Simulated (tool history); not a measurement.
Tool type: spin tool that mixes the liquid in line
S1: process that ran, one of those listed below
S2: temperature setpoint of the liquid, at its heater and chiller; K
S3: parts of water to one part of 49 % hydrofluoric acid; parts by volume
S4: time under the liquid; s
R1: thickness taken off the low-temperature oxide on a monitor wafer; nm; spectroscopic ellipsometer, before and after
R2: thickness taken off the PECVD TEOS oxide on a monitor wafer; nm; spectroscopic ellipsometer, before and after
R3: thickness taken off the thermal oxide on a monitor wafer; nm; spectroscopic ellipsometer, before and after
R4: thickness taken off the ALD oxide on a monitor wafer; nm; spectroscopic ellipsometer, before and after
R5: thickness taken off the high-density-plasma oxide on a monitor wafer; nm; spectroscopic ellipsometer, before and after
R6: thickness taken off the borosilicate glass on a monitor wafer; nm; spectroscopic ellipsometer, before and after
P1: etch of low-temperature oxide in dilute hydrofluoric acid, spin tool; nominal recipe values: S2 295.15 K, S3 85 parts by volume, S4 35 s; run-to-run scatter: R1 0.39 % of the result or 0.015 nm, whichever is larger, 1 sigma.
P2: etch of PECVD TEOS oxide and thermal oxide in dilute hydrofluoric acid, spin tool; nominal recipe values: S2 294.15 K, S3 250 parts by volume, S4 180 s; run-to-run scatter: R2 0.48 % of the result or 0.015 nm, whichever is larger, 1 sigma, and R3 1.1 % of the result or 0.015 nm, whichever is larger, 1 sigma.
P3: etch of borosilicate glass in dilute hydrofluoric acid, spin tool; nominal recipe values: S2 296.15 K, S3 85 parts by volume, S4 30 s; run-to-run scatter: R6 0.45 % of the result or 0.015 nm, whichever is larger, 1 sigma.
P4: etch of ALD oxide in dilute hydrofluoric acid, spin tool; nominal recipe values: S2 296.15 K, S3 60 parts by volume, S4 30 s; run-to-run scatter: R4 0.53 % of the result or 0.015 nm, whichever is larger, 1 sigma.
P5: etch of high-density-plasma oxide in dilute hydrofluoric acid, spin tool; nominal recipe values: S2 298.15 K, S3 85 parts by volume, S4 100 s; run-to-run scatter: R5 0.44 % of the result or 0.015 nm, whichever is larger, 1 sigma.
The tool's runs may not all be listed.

run	day	S1	S2	S3	S4	R1	R2	R3	R4	R5	R6
1	0.367	P1	295.15	85	35	11.118					
2	0.796	P2	294.15	250	295		25.06	4.1217			
3	1.275	P1	295.15	130	35	6.9167					
4	1.671	P1	295.15	85	35	11.124					
5	2.425	P2	294.15	250	180		15.29	2.4894			
6	2.908	P4	296.15	60	30				10.405		
7	3.612	P4	302.65	60	30				13.42		
8	4.121	P5	290.15	85	100					4.4187	
9	4.875	P1	290.15	85	50	12.942					
10	5.442	P1	295.15	85	50	16.046					
11	5.838	P1	301.15	85	35	14.082					
12	6.279	P1	295.15	85	35	11.09					
13	6.962	P3	296.15	45	30						17.953
# day 7.692: hydrofluoric acid flow meter replaced
14	7.725	P2	298.15	250	180		17.567	2.8626			
15	8.208	P5	298.15	140	100					3.4573	
16	8.6	P1	295.15	85	35	11.089					
17	9.283	P4	296.15	60	60				20.805		
18	9.85	P3	296.15	85	30						9.1527
19	10.246	P1	295.15	125	15	3.0974					
20	10.617	P5	298.15	85	100					6.1061	
21	11.162	P3	296.15	85	15						4.5684
22	11.838	P1	290.15	85	35	9.059					
23	12.525	P3	290.15	85	30						7.0824
24	12.9	P5	298.15	85	45					2.7504	
25	13.504	P1	295.15	85	15	4.7674					
26	14.05	P1	295.15	85	35	11.113					
27	14.45	P1	295.15	30	35	33.704					
28	15.121	P4	296.15	20	30				32.787		
29	15.875	P4	296.15	60	30				10.331		
30	16.571	P2	294.15	435	180		7.5031	1.2079			
31	17.267	P1	295.15	85	35	11.101					
32	18.029	P1	295.15	85	35	11.658					
33	18.446	P1	295.15	85	35	11.827					
34	18.867	P1	295.15	85	35	11.9					
35	19.404	P1	295.15	85	35	12.012					
36	20.15	P1	295.15	85	35	12.101					
37	20.767	P1	295.15	85	35	12.145					
38	21.325	P1	295.15	85	35	12.121					
39	21.771	P1	295.15	85	35	12.274					
40	22.158	P1	295.15	85	35	12.339					

The log shows P1 creeping away from where it was. Any of the 2 causes listed here, at the size stated for it, fits the log just as well as the others:
A: hydrofluoric acid flow above the setpoint (%) = 8.83
B: liquid hotter than its thermometer reads (K) = 2.31
The drift started at roughly day 17.267.

Which of the 4 check runs listed below, each an average over 2 wafers with its results shown as question marks, gives clearly different results under the different listed causes?
check 1	22.546	P3	290.15	85	30						?
check 2	22.546	P2	294.15	370	180		?	?			
check 3	22.546	P4	296.15	35	55				?		
check 4	22.546	P5	290.15	135	100					?	

How each check would come out, cause by cause:
check	result	if A	if B
check 1	R6	7.7676	7.809
check 2	R2	10.339	10.015
check 2	R3	1.6933	1.6403
check 3	R4	36.881	37.169
check 4	R5	2.8864	2.8834
Gap, in per cent, between the two causes that each check separates least, read from the result that separates them most: check 1 0.53 %; check 2 3.18 %; check 3 0.78 %; check 4 0.1 %
Check 2 is the one run that separates the causes; every other check would come out nearly the same whichever cause is at work.

Here is what check 2 returned: R2 10.413 nm; R3 1.7071 nm. Which cause is it?

A is the cause: hydrofluoric acid flow above the setpoint (%).
